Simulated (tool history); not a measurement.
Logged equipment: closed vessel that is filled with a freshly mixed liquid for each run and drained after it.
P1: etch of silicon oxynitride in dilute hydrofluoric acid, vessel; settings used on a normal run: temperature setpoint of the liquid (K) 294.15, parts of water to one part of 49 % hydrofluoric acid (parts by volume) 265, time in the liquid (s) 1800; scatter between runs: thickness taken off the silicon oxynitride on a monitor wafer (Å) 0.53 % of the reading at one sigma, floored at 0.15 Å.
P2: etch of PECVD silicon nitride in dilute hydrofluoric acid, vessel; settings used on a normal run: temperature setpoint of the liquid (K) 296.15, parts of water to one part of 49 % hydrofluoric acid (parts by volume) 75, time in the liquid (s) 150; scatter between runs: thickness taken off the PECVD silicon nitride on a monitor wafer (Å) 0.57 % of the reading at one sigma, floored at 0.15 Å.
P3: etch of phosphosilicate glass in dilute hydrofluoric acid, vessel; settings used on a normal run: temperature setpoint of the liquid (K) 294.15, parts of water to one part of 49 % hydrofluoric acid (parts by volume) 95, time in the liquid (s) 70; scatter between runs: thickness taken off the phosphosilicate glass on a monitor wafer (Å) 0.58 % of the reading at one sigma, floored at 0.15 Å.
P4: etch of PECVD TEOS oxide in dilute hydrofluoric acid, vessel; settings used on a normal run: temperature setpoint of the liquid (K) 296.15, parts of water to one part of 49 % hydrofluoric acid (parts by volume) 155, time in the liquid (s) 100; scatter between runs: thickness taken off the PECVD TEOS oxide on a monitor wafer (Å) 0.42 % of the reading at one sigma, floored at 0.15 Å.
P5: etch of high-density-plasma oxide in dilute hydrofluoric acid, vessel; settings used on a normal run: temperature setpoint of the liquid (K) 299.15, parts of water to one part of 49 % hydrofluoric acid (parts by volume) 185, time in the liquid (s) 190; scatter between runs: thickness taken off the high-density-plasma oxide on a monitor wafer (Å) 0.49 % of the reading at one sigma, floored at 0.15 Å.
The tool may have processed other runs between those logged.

run	hour	process that ran	temperature setpoint of the liquid (K)	parts of water to one part of 49 % hydrofluoric acid (parts by volume)	time in the liquid (s)	thickness taken off the silicon oxynitride on a monitor wafer (Å)	thickness taken off the phosphosilicate glass on a monitor wafer (Å)	thickness taken off the high-density-plasma oxide on a monitor wafer (Å)	thickness taken off the PECVD TEOS oxide on a monitor wafer (Å)	thickness taken off the PECVD silicon nitride on a monitor wafer (Å)
1	4.7	P1	294.15	265	1800	123.600				
2	7.3	P1	290.15	265	1800	103.230				
3	12.5	P1	294.15	480	1800	60.607				
4	17.1	P1	294.15	150	1800	237.330				
5	20.7	P1	294.15	265	1800	123.490				
6	24.7	P3	294.15	95	70		520.24			
7	29.0	P1	294.15	265	1800	123.480				
8	32.6	P5	293.15	185	190			50.315		
9	35.9	P1	294.15	265	740	50.792				
10	39.7	P4	296.15	155	165				240.03	
11	44.0	P1	294.15	265	1800	123.760				
12	48.8	P1	294.15	265	2620	179.340				
13	51.7	P1	299.15	80	1800	592.130				
14	56.7	P4	296.15	155	100				144.92	
15	60.7	P5	299.15	185	190			63.773		
16	63.8	P2	296.15	120	150					51.989
17	66.8	P3	294.15	25	70		2166.70			
18	69.5	P5	299.15	45	190			311.320		
19	72.0	P5	299.15	185	50			16.635		
20	77.2	P3	290.15	95	70		439.31			
21	80.9	P2	296.15	75	150					82.349
22	84.4	P4	296.15	155	100				144.49	
23	89.5	P4	296.15	80	100				307.30	
24	94.0	P2	296.15	75	150					82.964
25	97.6	P1	302.15	265	1800	171.840				
26	101.5	P3	294.15	95	120		889.57			
27	104.4	P1	298.65	265	2855	238.320				
28	108.8	P2	290.15	75	150					55.266
29	112.6	P1	294.15	265	1800	123.560				
30	116.2	P2	296.15	75	30					16.706
31	120.4	P4	292.65	155	100				126.38	
32	124.9	P5	299.15	185	190			62.872		
33	127.2	P1	294.15	265	1800	124.080				
34	130.9	P1	294.15	265	1800	130.210				
35	133.8	P1	294.15	265	1800	131.860				
36	136.6	P1	294.15	265	1800	134.140				

For run 37, what comes out?
37	140.3	P1	294.15	265	1800	?				

Run 37 produced thickness taken off the silicon oxynitride on a monitor wafer (Å) 135.170.

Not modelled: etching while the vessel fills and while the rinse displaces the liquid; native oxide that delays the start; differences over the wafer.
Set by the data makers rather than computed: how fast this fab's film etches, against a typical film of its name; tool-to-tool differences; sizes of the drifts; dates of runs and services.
